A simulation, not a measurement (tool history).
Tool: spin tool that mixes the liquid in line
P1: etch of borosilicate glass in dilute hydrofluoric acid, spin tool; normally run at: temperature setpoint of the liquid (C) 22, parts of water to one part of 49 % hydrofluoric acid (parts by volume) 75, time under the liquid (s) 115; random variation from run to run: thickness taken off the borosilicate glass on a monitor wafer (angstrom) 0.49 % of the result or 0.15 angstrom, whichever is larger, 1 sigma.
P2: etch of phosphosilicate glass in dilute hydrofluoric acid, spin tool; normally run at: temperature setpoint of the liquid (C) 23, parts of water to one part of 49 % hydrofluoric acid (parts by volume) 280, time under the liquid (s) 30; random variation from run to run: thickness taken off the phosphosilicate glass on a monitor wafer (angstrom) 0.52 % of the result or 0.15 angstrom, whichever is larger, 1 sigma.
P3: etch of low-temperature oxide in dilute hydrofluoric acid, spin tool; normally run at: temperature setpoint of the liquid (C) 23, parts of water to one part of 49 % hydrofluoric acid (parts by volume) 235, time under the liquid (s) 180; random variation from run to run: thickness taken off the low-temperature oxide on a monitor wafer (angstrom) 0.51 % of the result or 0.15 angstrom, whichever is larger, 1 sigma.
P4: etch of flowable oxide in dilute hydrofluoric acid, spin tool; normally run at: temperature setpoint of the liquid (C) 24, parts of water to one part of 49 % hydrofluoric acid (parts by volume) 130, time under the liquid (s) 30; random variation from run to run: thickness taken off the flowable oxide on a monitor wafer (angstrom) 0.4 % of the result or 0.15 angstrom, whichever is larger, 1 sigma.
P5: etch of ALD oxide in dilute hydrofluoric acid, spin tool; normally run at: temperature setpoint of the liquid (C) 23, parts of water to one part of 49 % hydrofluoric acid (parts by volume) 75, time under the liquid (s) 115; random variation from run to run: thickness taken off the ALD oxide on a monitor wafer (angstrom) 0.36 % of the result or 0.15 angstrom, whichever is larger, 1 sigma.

run,hour,process that ran,temperature setpoint of the liquid (C),parts of water to one part of 49 % hydrofluoric acid (parts by volume),time under the liquid (s),hours since the thermometer was replaced,hours since the hydrofluoric acid flow meter was replaced,thickness taken off the borosilicate glass on a monitor wafer (angstrom),thickness taken off the low-temperature oxide on a monitor wafer (angstrom),thickness taken off the ALD oxide on a monitor wafer (angstrom),thickness taken off the flowable oxide on a monitor wafer (angstrom),thickness taken off the phosphosilicate glass on a monitor wafer (angstrom)
1,16.6,P1,22,75,115,1536.6,279.1,297.73,,,,
2,33.5,P3,23,145,180,1553.5,296,,209.93,,,
3,48.2,P5,23,75,115,1568.2,310.7,,,189.86,,
4,62,P1,18,75,170,1582,324.5,377.69,,,,
5,79.7,P5,23,75,195,1599.7,342.2,,,319.58,,
6,89.4,P1,22,75,35,1609.4,351.9,91.602,,,,
7,101.3,P1,22,75,115,1621.3,363.8,301.84,,,,
8,114.6,P4,24,130,30,1634.6,377.1,,,,153.6,
9,132.2,P1,17,75,115,1652.2,394.7,244.76,,,,
10,139.9,P1,22,75,115,1659.9,402.4,301.27,,,,
11,148.8,P5,23,115,115,1668.8,411.3,,,118.35,,
12,157.5,P1,22,45,115,1677.5,420,518.79,,,,
13,172.7,P2,23,280,30,1692.7,435.2,,,,,65.872
14,181.9,P2,23,415,30,1701.9,444.4,,,,,39.511
15,191.4,P1,22,75,115,1711.4,453.9,300.76,,,,
16,209,P1,28,75,115,1729,471.5,382.38,,,,
17,225.3,P4,17,130,30,1745.3,487.8,,,,116.11,
18,238.8,P5,23,75,115,1758.8,501.3,,,190.02,,
19,253.4,P4,24,200,30,1773.4,515.9,,,,91.316,
20,268,P2,17,280,30,1788,530.5,,,,,52.306
21,278.7,P1,22,120,115,1798.7,541.2,177.63,,,,
22,293,P3,23,235,360,1813,555.5,,233.84,,,
23,305.2,P1,22,75,115,1825.2,567.7,301.87,,,,
24,320.7,P3,17,235,180,1840.7,583.2,,92.581,,,
25,336,P1,22,75,205,1856,598.5,536.63,,,,
26,352.9,P3,23,235,180,1872.9,615.4,,116.51,,,
27,369.5,P2,23,280,60,1889.5,632,,,,,131.99
28,382.7,P4,24,130,65,1902.7,645.2,,,,330.99,
29,396.1,P1,22,75,115,1916.1,658.6,299.75,,,,
30,404.9,P1,22,75,115,1924.9,667.4,299.63,,,,
31,414.1,P3,23,235,180,1934.1,676.6,,117.37,,,
32,422.7,P5,27.5,75,115,1942.7,685.2,,,224.93,,
33,431.7,P1,22,75,115,1951.7,694.2,299.94,,,,
34,446.5,P1,22,75,115,1966.5,709,288,,,,
35,458.2,P1,22,75,115,1978.2,720.7,281.58,,,,
36,475.2,P1,22,75,115,1995.2,737.7,278.42,,,,
37,489.8,P1,22,75,115,2009.8,752.3,274.98,,,,
38,506.7,P1,22,75,115,2026.7,769.2,275.16,,,,
39,515.1,P1,22,75,115,2035.1,777.6,272.87,,,,
40,532.2,P1,22,75,115,2052.2,794.7,275.46,,,,
41,546.4,P1,22,75,115,2066.4,808.9,274.51,,,,

What P1 gives has crept away from where it was. These 2 causes fit the log equally well, each at the size given:
A: liquid colder than its thermometer reads (K) = 2.3
B: hydrofluoric acid flow below the setpoint (%) = 8.32
The creep began at about hour 431.7.

4 check runs are offered, each on 2 wafers whose results are averaged, their results left as question marks. Which one tells the causes apart?
check 1,560.6,P3,19.5,145,180,,,,?,,,
check 2,560.6,P5,23,105,115,,,,,?,,
check 3,560.6,P2,23,365,60,,,,,,,?
check 4,560.6,P4,19,130,30,,,,,,?,

What each check would give under each cause:
check,result,if A,if B
check 1,thickness taken off the low-temperature oxide on a monitor wafer (angstrom),165.32,164.15
check 2,thickness taken off the ALD oxide on a monitor wafer (angstrom),118.82,118.17
check 3,thickness taken off the phosphosilicate glass on a monitor wafer (angstrom),85.987,82.853
check 4,thickness taken off the flowable oxide on a monitor wafer (angstrom),114.07,113.56
How far apart the two closest causes lie, in the result that separates them most: check 1 0.71 %; check 2 0.55 %; check 3 3.71 %; check 4 0.45 %
Only check 3 tells the causes apart: in the others they would give nearly the same result.

Then check 3 was run and gave: thickness taken off the phosphosilicate glass on a monitor wafer (angstrom) 86.324. Which cause is it?

It is A: liquid colder than its thermometer reads (K).

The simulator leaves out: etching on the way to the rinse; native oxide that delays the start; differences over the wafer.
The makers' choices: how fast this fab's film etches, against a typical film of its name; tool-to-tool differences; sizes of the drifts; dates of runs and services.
